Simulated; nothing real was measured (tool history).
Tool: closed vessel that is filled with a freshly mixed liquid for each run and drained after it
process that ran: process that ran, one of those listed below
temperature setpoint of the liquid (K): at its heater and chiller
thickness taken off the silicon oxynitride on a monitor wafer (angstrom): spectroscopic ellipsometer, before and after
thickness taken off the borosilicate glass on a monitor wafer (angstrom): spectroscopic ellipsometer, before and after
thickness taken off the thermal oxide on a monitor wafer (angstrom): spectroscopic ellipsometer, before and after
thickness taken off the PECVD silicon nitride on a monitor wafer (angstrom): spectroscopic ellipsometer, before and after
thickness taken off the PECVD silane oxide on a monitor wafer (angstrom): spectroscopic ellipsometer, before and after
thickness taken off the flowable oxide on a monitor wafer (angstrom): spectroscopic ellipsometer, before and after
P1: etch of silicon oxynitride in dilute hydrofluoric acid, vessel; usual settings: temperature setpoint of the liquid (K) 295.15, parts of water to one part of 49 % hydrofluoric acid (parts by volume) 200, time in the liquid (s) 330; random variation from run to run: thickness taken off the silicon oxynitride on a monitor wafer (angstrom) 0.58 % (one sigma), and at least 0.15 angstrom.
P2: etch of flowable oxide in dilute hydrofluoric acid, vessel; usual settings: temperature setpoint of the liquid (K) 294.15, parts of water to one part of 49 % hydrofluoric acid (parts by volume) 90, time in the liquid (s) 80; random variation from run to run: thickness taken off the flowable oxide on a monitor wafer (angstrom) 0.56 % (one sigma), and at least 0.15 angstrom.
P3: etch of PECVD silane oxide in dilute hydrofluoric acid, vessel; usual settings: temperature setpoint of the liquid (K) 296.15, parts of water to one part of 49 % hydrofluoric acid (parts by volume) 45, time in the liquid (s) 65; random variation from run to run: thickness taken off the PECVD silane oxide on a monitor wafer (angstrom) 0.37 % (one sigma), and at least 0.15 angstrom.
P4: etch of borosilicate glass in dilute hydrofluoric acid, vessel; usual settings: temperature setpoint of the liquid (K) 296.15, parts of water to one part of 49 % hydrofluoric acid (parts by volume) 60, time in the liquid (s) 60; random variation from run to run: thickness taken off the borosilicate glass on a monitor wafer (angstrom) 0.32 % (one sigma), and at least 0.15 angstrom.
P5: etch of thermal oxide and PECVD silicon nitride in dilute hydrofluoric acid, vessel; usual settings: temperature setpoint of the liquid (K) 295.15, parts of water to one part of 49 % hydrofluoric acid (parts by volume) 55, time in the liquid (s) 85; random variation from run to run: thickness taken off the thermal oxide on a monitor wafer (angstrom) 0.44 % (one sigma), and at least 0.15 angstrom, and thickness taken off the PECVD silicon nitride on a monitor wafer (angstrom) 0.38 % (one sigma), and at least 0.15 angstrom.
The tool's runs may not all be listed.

| run | hour | process that ran | temperature setpoint of the liquid (K) | parts of water to one part of 49 % hydrofluoric acid (parts by volume) | time in the liquid (s) | hours since the thermometer was replaced | hours since the hydrofluoric acid flow meter was replaced | thickness taken off the silicon oxynitride on a monitor wafer (angstrom) | thickness taken off the borosilicate glass on a monitor wafer (angstrom) | thickness taken off the thermal oxide on a monitor wafer (angstrom) | thickness taken off the PECVD silicon nitride on a monitor wafer (angstrom) | thickness taken off the PECVD silane oxide on a monitor wafer (angstrom) | thickness taken off the flowable oxide on a monitor wafer (angstrom) |
|---|---|---|---|---|---|---|---|---|---|---|---|---|---|
| 1 | 13.8 | P1 | 295.15 | 200 | 330 | 177.1 | 762.2 | 47.0790 |  |  |  |  |  |
| 2 | 21.1 | P1 | 295.15 | 200 | 110 | 184.4 | 769.5 | 15.7570 |  |  |  |  |  |
| 3 | 31.2 | P4 | 296.15 | 25 | 60 | 194.5 | 779.6 |  | 1169.40 |  |  |  |  |
| 4 | 42.8 | P5 | 295.15 | 55 | 85 | 206.1 | 791.2 |  |  | 68.112 | 70.120 |  |  |
| 5 | 53.3 | P3 | 296.15 | 45 | 30 | 216.6 | 801.7 |  |  |  |  | 195.38 |  |
| 6 | 66.2 | P2 | 294.15 | 90 | 80 | 229.5 | 814.6 |  |  |  |  |  | 250.850 |
| 7 | 75.1 | P1 | 295.15 | 200 | 330 | 238.4 | 823.5 | 45.9650 |  |  |  |  |  |
| 8 | 83.3 | P2 | 298.15 | 90 | 80 | 246.6 | 831.7 |  |  |  |  |  | 296.220 |
| 9 | 97.7 | P5 | 290.15 | 55 | 85 | 261.0 | 846.1 |  |  | 54.659 | 49.121 |  |  |
| 10 | 109.2 | P1 | 290.15 | 200 | 330 | 272.5 | 857.6 | 36.7090 |  |  |  |  |  |
| 11 | 119.4 | P5 | 295.15 | 55 | 140 | 282.7 | 867.8 |  |  | 111.500 | 114.540 |  |  |
| 12 | 132.9 | P1 | 295.15 | 200 | 330 | 296.2 | 881.3 | 46.1410 |  |  |  |  |  |
| 13 | 149.5 | P2 | 294.15 | 40 | 80 | 312.8 | 897.9 |  |  |  |  |  | 597.430 |
| 14 | 157.0 | P1 | 295.15 | 200 | 330 | 320.3 | 905.4 | 46.7060 |  |  |  |  |  |
| 15 | 167.2 | P1 | 295.15 | 200 | 330 | 330.5 | 915.6 | 46.0110 |  |  |  |  |  |
| 16 | 178.3 | P1 | 295.15 | 200 | 330 | 341.6 | 926.7 | 46.6870 |  |  |  |  |  |
| 17 | 194.3 | P4 | 296.15 | 60 | 60 | 357.6 | 942.7 |  | 465.97 |  |  |  |  |
| 18 | 201.6 | P2 | 294.15 | 90 | 30 | 364.9 | 950.0 |  |  |  |  |  | 94.637 |
| 19 | 210.7 | P5 | 295.15 | 100 | 85 | 374.0 | 959.1 |  |  | 35.405 | 38.733 |  |  |
| 20 | 225.6 | P5 | 295.15 | 55 | 85 | 388.9 | 974.0 |  |  | 67.596 | 69.836 |  |  |
| 21 | 236.1 | P1 | 295.15 | 200 | 330 | 399.4 | 984.5 | 46.6590 |  |  |  |  |  |
| 22 | 249.8 | P4 | 303.65 | 60 | 60 | 413.1 | 998.2 |  | 627.48 |  |  |  |  |
| 23 | 264.8 | P2 | 294.15 | 90 | 80 | 428.1 | 1013.2 |  |  |  |  |  | 253.430 |
| 24 | 280.3 | P3 | 296.15 | 45 | 65 | 443.6 | 1028.7 |  |  |  |  | 421.05 |  |
| 25 | 296.4 | P1 | 303.15 | 200 | 330 | 459.7 | 1044.8 | 66.6580 |  |  |  |  |  |
| 26 | 306.1 | P3 | 296.15 | 45 | 65 | 469.4 | 1054.5 |  |  |  |  | 420.25 |  |
| 27 | 321.5 | P1 | 301.15 | 200 | 45 | 484.8 | 1069.9 | 8.3825 |  |  |  |  |  |
| 28 | 330.9 | P1 | 295.15 | 70 | 330 | 494.2 | 1079.3 | 145.7100 |  |  |  |  |  |
| 29 | 343.2 | P1 | 295.15 | 365 | 330 | 506.5 | 1091.6 | 23.1080 |  |  |  |  |  |
| 30 | 358.4 | P4 | 296.15 | 60 | 85 | 521.7 | 1106.8 |  | 657.91 |  |  |  |  |
| 31 | 369.3 | P3 | 301.15 | 45 | 65 | 532.6 | 1117.7 |  |  |  |  | 516.79 |  |
| 32 | 379.3 | P3 | 296.15 | 30 | 65 | 542.6 | 1127.7 |  |  |  |  | 647.51 |  |

Forecast run 33:
| 33 | 390.8 | P1 | 295.15 | 200 | 495 | 554.1 | 1139.2 | ? |  |  |  |  |  |

{"run 33": {"thickness taken off the silicon oxynitride on a monitor wafer (angstrom)": 69.977}}
